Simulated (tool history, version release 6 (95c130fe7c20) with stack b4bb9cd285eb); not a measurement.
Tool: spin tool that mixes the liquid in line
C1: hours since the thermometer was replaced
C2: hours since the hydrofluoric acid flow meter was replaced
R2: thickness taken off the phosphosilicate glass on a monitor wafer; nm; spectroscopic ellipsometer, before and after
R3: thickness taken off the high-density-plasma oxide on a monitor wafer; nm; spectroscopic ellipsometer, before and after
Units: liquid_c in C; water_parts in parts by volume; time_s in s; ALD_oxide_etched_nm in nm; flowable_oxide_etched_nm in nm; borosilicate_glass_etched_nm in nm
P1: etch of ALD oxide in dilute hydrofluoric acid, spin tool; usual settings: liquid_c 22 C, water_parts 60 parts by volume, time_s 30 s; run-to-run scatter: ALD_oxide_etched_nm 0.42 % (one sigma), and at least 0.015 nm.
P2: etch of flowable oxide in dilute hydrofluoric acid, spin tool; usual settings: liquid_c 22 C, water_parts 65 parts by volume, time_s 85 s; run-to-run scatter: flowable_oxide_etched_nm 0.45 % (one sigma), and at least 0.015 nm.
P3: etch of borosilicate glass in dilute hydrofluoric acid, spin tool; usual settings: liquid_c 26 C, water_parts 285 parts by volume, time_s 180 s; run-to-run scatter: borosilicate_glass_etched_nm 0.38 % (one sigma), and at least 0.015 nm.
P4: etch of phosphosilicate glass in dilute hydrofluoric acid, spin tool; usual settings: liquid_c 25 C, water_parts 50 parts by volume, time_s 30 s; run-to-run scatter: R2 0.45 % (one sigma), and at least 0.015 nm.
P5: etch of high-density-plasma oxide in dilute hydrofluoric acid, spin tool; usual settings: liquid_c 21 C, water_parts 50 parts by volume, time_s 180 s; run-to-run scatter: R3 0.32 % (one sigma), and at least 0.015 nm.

Run 1, hour 8.7: process P1, liquid_c 22 C, water_parts 60 parts by volume, time_s 30 s; C1 165.7; C2 708.3. Result: ALD_oxide_etched_nm 15.716 nm.
Run 2, hour 18.2: process P4, liquid_c 25 C, water_parts 20 parts by volume, time_s 30 s; C1 175.2; C2 717.8. Result: R2 200.71 nm.
Run 3, hour 31.5: process P5, liquid_c 17 C, water_parts 50 parts by volume, time_s 180 s; C1 188.5; C2 731.1. Result: R3 14.143 nm.
Run 4, hour 41.5: process P1, liquid_c 22 C, water_parts 35 parts by volume, time_s 30 s; C1 198.5; C2 741.1. Result: ALD_oxide_etched_nm 27.831 nm.
Run 5, hour 54.5: process P1, liquid_c 17 C, water_parts 60 parts by volume, time_s 30 s; C1 211.5; C2 754.1. Result: ALD_oxide_etched_nm 12.846 nm.
Run 6, hour 68.2: process P1, liquid_c 22 C, water_parts 60 parts by volume, time_s 50 s; C1 225.2; C2 767.8. Result: ALD_oxide_etched_nm 26.363 nm.
Run 7, hour 80.7: process P1, liquid_c 22 C, water_parts 60 parts by volume, time_s 30 s; C1 237.7; C2 780.3. Result: ALD_oxide_etched_nm 15.715 nm.
Run 8, hour 98.2: process P1, liquid_c 22 C, water_parts 60 parts by volume, time_s 15 s; C1 255.2; C2 797.8. Result: ALD_oxide_etched_nm 7.8995 nm.
Run 9, hour 109.3: process P2, liquid_c 22 C, water_parts 65 parts by volume, time_s 155 s; C1 266.3; C2 808.9. Result: flowable_oxide_etched_nm 64.87 nm.
Run 10, hour 120.9: process P3, liquid_c 26 C, water_parts 100 parts by volume, time_s 180 s; C1 277.9; C2 820.5. Result: borosilicate_glass_etched_nm 32.344 nm.
Run 11, hour 136.7: process P4, liquid_c 33 C, water_parts 50 parts by volume, time_s 30 s; C1 293.7; C2 836.3. Result: R2 105 nm.
Run 12, hour 146.4: process P1, liquid_c 22 C, water_parts 60 parts by volume, time_s 30 s; C1 303.4; C2 846. Result: ALD_oxide_etched_nm 15.853 nm.
Run 13, hour 158.4: process P2, liquid_c 22 C, water_parts 65 parts by volume, time_s 85 s; C1 315.4; C2 858. Result: flowable_oxide_etched_nm 35.471 nm.
Run 14, hour 170.7: process P3, liquid_c 26 C, water_parts 285 parts by volume, time_s 180 s; C1 327.7; C2 870.3. Result: borosilicate_glass_etched_nm 9.0711 nm.
Run 15, hour 182.6: process P2, liquid_c 22 C, water_parts 20 parts by volume, time_s 85 s; C1 339.6; C2 882.2. Result: flowable_oxide_etched_nm 121.17 nm.
Run 16, hour 194.8: process P5, liquid_c 21 C, water_parts 50 parts by volume, time_s 180 s; C1 351.8; C2 894.4. Result: R3 16.768 nm.
Run 17, hour 210.4: process P3, liquid_c 33 C, water_parts 285 parts by volume, time_s 180 s; C1 367.4; C2 910. Result: borosilicate_glass_etched_nm 11.477 nm.
Run 18, hour 218.3: process P3, liquid_c 26 C, water_parts 285 parts by volume, time_s 180 s; C1 375.3; C2 917.9. Result: borosilicate_glass_etched_nm 9.2107 nm.
Run 19, hour 228.7: process P5, liquid_c 21 C, water_parts 50 parts by volume, time_s 15 s; C1 385.7; C2 928.3. Result: R3 1.41 nm.
Run 20, hour 244.7: process P4, liquid_c 25 C, water_parts 50 parts by volume, time_s 30 s; C1 401.7; C2 944.3. Result: R2 77.062 nm.
Run 21, hour 257.1: process P5, liquid_c 21 C, water_parts 25 parts by volume, time_s 180 s; C1 414.1; C2 956.7. Result: R3 34.534 nm.
Run 22, hour 268.3: process P3, liquid_c 26 C, water_parts 285 parts by volume, time_s 360 s; C1 425.3; C2 967.9. Result: borosilicate_glass_etched_nm 18.396 nm.
Run 23, hour 279.1: process P4, liquid_c 25 C, water_parts 50 parts by volume, time_s 15 s; C1 436.1; C2 978.7. Result: R2 38.602 nm.
At hour 285.9: thermometer replaced.
Run 24, hour 292: process P1, liquid_c 22 C, water_parts 105 parts by volume, time_s 30 s; C1 6.2; C2 991.6. Result: ALD_oxide_etched_nm 8.5349 nm.
Run 25, hour 301: process P5, liquid_c 21 C, water_parts 50 parts by volume, time_s 180 s; C1 15.2; C2 1000.6. Result: R3 16.697 nm.
Run 26, hour 318.1: process P1, liquid_c 22 C, water_parts 60 parts by volume, time_s 30 s; C1 32.3; C2 1017.7. Result: ALD_oxide_etched_nm 15.734 nm.
Run 27, hour 327.3: process P2, liquid_c 17 C, water_parts 65 parts by volume, time_s 85 s; C1 41.5; C2 1026.9. Result: flowable_oxide_etched_nm 28.832 nm.
Run 28, hour 341.1: process P1, liquid_c 28 C, water_parts 60 parts by volume, time_s 30 s; C1 55.3; C2 1040.7. Result: ALD_oxide_etched_nm 20.103 nm.
Run 29, hour 353.2: process P1, liquid_c 22 C, water_parts 60 parts by volume, time_s 30 s; C1 67.4; C2 1052.8. Result: ALD_oxide_etched_nm 15.705 nm.
Run 30, hour 368.1: process P1, liquid_c 27 C, water_parts 95 parts by volume, time_s 30 s; C1 82.3; C2 1067.7. Result: ALD_oxide_etched_nm 11.554 nm.
Run 31, hour 378.1: process P1, liquid_c 22 C, water_parts 60 parts by volume, time_s 30 s; C1 92.3; C2 1077.7. Result: ALD_oxide_etched_nm 15.793 nm.

The next listed run, before its measurement:
Run 32, hour 385.7: process P1, liquid_c 22 C, water_parts 60 parts by volume, time_s 30 s; C1 99.9; C2 1085.3. Result: ALD_oxide_etched_nm ?.

{"run 32": {"ALD_oxide_etched_nm": 15.711}}
